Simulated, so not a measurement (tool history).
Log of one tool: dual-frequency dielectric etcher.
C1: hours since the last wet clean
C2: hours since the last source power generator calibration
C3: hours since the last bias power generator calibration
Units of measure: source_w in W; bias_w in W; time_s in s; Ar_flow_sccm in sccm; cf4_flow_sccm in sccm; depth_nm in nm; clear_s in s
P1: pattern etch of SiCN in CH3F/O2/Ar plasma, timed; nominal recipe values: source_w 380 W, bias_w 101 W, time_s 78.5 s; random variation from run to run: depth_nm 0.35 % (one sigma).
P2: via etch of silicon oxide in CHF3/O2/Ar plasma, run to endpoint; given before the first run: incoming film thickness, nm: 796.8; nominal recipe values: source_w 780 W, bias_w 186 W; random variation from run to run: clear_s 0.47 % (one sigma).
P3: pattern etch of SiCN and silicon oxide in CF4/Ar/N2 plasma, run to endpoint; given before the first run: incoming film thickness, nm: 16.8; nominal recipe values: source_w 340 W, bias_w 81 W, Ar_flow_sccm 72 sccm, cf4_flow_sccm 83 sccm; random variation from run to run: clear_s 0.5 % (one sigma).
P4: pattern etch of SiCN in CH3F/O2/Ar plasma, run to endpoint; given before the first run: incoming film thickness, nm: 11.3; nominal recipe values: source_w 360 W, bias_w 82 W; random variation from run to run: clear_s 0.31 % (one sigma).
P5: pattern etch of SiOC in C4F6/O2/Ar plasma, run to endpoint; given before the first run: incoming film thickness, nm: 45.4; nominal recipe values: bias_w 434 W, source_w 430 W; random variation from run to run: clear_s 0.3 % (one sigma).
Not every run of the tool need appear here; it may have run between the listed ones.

Run 1, day 0.633: process P1, source_w 380 W, bias_w 101 W, time_s 78.5 s; C1 177.4; C2 1815.6; C3 1546.3. Result: depth_nm 33.602 nm.
Run 2, day 0.975: process P3, source_w 250 W, bias_w 81 W, Ar_flow_sccm 72 sccm, cf4_flow_sccm 83 sccm; C1 185.6; C2 1823.8; C3 1554.5. Result: clear_s 29.027 s.
Run 3, day 1.612: process P1, source_w 380 W, bias_w 140 W, time_s 78.5 s; C1 200.9; C2 1839.1; C3 1569.8. Result: depth_nm 38.232 nm.
Run 4, day 2.350: process P2, source_w 780 W, bias_w 116 W; C1 218.6; C2 1856.8; C3 1587.5. Result: clear_s 418.220 s.
Run 5, day 3.058: process P1, source_w 380 W, bias_w 101 W, time_s 102.5 s; C1 235.6; C2 1873.8; C3 1604.5. Result: depth_nm 44.000 nm.
Run 6, day 3.817: process P4, source_w 360 W, bias_w 66 W; C1 253.8; C2 1892.0; C3 1622.7. Result: clear_s 32.783 s.
Run 7, day 4.392: process P5, source_w 600 W, bias_w 434 W; C1 267.6; C2 1905.8; C3 1636.5. Result: clear_s 13.749 s.
Run 8, day 5.000: process P1, source_w 380 W, bias_w 101 W, time_s 78.5 s; C1 282.2; C2 1920.4; C3 1651.1. Result: depth_nm 33.670 nm.
Run 9, day 5.579: process P1, source_w 380 W, bias_w 101 W, time_s 56.5 s; C1 296.1; C2 1934.3; C3 1665.0. Result: depth_nm 24.115 nm.
Run 10, day 5.983: process P4, source_w 360 W, bias_w 82 W; C1 305.8; C2 1944.0; C3 1674.7. Result: clear_s 30.550 s.
Run 11, day 6.417: process P1, source_w 380 W, bias_w 101 W, time_s 78.5 s; C1 316.2; C2 1954.4; C3 1685.1. Result: depth_nm 33.567 nm.
Run 12, day 7.192: process P2, source_w 780 W, bias_w 186 W; C1 334.8; C2 1973.0; C3 1703.7. Result: clear_s 358.830 s.
Run 13, day 7.958: process P1, source_w 380 W, bias_w 101 W, time_s 78.5 s; C1 353.2; C2 1991.4; C3 1722.1. Result: depth_nm 33.691 nm.
Run 14, day 8.358: process P2, source_w 780 W, bias_w 186 W; C1 362.8; C2 2001.0; C3 1731.7. Result: clear_s 360.260 s.
Run 15, day 9.108: process P5, source_w 430 W, bias_w 434 W; C1 380.8; C2 2019.0; C3 1749.7. Result: clear_s 15.617 s.
Run 16, day 9.462: process P4, source_w 230 W, bias_w 82 W; C1 389.3; C2 2027.5; C3 1758.2. Result: clear_s 35.839 s.
Run 17, day 10.112: process P2, source_w 1000 W, bias_w 186 W; C1 404.9; C2 2043.1; C3 1773.8. Result: clear_s 327.470 s.
Run 18, day 10.450: process P1, source_w 250 W, bias_w 101 W, time_s 78.5 s; C1 413.0; C2 2051.2; C3 1781.9. Result: depth_nm 28.812 nm.
Run 19, day 10.821: process P3, source_w 340 W, bias_w 81 W, Ar_flow_sccm 72 sccm, cf4_flow_sccm 83 sccm; C1 421.9; C2 2060.1; C3 1790.8. Result: clear_s 22.222 s.
Run 20, day 11.467: process P1, source_w 460 W, bias_w 101 W, time_s 78.5 s; C1 437.4; C2 2075.6; C3 1806.3. Result: depth_nm 36.303 nm.
Run 21, day 11.971: process P5, source_w 430 W, bias_w 597 W; C1 449.5; C2 2087.7; C3 1818.4. Result: clear_s 13.798 s.
Run 22, day 12.696: process P3, source_w 340 W, bias_w 81 W, Ar_flow_sccm 72 sccm, cf4_flow_sccm 83 sccm; C1 466.9; C2 2105.1; C3 1835.8. Result: clear_s 22.129 s.
Run 23, day 13.175: process P3, source_w 340 W, bias_w 104 W, Ar_flow_sccm 72 sccm, cf4_flow_sccm 83 sccm; C1 478.4; C2 2116.6; C3 1847.3. Result: clear_s 20.289 s.
Run 24, day 13.650: process P4, source_w 360 W, bias_w 82 W; C1 489.8; C2 2128.0; C3 1858.7. Result: clear_s 30.255 s.
Run 25, day 14.375: process P1, source_w 380 W, bias_w 101 W, time_s 78.5 s; C1 507.2; C2 2145.4; C3 1876.1. Result: depth_nm 33.798 nm.
Run 26, day 14.908: process P1, source_w 380 W, bias_w 78 W, time_s 78.5 s; C1 520.0; C2 2158.2; C3 1888.9. Result: depth_nm 30.410 nm.
Run 27, day 15.650: process P3, source_w 340 W, bias_w 81 W, Ar_flow_sccm 94 sccm, cf4_flow_sccm 83 sccm; C1 537.8; C2 2176.0; C3 1906.7. Result: clear_s 23.046 s.
Run 28, day 16.058: process P3, source_w 340 W, bias_w 81 W, Ar_flow_sccm 72 sccm, cf4_flow_sccm 106 sccm; C1 547.6; C2 2185.8; C3 1916.5. Result: clear_s 21.655 s.

What will run 29 give?
Run 29, day 16.550: process P1, source_w 280 W, bias_w 101 W, time_s 103.0 s; C1 559.4; C2 2197.6; C3 1928.3. Result: depth_nm ?.

{"run 29": {"depth_nm": 39.511}}
